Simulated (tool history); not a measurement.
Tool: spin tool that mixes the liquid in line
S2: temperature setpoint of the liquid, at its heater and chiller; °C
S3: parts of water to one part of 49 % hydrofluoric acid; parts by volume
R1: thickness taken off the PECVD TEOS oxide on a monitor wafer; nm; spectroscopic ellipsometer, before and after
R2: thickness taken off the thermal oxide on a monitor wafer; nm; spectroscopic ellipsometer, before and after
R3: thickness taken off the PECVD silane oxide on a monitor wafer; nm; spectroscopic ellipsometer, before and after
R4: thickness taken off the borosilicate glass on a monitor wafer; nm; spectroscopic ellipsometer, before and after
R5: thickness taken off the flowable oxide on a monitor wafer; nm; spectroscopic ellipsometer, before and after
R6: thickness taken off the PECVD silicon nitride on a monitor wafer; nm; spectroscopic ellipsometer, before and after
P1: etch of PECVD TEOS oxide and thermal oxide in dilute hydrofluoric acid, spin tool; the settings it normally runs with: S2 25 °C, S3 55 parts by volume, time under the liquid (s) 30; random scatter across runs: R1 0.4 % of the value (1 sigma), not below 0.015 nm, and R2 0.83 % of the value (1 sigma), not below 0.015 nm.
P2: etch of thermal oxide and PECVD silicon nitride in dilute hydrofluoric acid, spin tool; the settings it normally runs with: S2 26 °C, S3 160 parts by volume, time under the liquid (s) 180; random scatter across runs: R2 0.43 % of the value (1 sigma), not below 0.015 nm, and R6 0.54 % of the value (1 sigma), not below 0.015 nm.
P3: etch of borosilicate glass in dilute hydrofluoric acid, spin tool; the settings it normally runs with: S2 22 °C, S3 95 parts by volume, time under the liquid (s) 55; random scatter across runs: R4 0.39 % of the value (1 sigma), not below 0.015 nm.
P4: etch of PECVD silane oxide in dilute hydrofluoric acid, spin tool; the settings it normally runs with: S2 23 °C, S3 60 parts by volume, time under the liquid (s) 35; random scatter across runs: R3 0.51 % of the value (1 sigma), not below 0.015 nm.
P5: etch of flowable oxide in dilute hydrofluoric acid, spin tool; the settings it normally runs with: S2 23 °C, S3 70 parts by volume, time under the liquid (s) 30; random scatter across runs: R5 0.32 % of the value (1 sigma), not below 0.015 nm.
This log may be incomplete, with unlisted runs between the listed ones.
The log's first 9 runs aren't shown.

{"run": 10, "hour": 34.4, "process that ran": "P4", "S2": 17, "S3": 60, "time under the liquid (s)": 35, "R3": 7.971}
{"run": 11, "hour": 37.5, "process that ran": "P1", "S2": 25, "S3": 55, "time under the liquid (s)": 30, "R1": 16.579, "R2": 2.8102}
{"run": 12, "hour": 40.0, "process that ran": "P1", "S2": 25, "S3": 20, "time under the liquid (s)": 30, "R1": 47.665, "R2": 8.1501}
{"run": 13, "hour": 44.1, "process that ran": "P1", "S2": 17, "S3": 55, "time under the liquid (s)": 60, "R1": 23.799, "R2": 3.9879}
{"run": 14, "hour": 46.4, "process that ran": "P1", "S2": 25, "S3": 55, "time under the liquid (s)": 55, "R1": 30.436, "R2": 5.0834}
{"run": 15, "hour": 48.8, "process that ran": "P4", "S2": 23, "S3": 60, "time under the liquid (s)": 60, "R3": 17.545}
{"run": 16, "hour": 53.4, "process that ran": "P1", "S2": 28.5, "S3": 55, "time under the liquid (s)": 30, "R1": 18.984, "R2": 3.1795}
{"run": 17, "hour": 57.9, "process that ran": "P1", "S2": 25, "S3": 55, "time under the liquid (s)": 15, "R1": 8.2636, "R2": 1.399}
{"run": 18, "hour": 59.9, "process that ran": "P2", "S2": 18, "S3": 160, "time under the liquid (s)": 180, "R2": 3.8921, "R6": 2.4787}
{"run": 19, "hour": 64.3, "process that ran": "P1", "S2": 17.5, "S3": 55, "time under the liquid (s)": 30, "R1": 12.025, "R2": 2.0535}
{"run": 20, "hour": 67.1, "process that ran": "P5", "S2": 19, "S3": 70, "time under the liquid (s)": 30, "R5": 14.787}

For run 21, what comes out?
{"hour": 68.3, "done": "hydrofluoric acid flow meter replaced"}
{"run": 21, "hour": 70.1, "process that ran": "P2", "S2": 26, "S3": 160, "time under the liquid (s)": 180, "R2": "?", "R6": "?"}

{"run 21": {"R2": 5.3428, "R6": 4.152}}
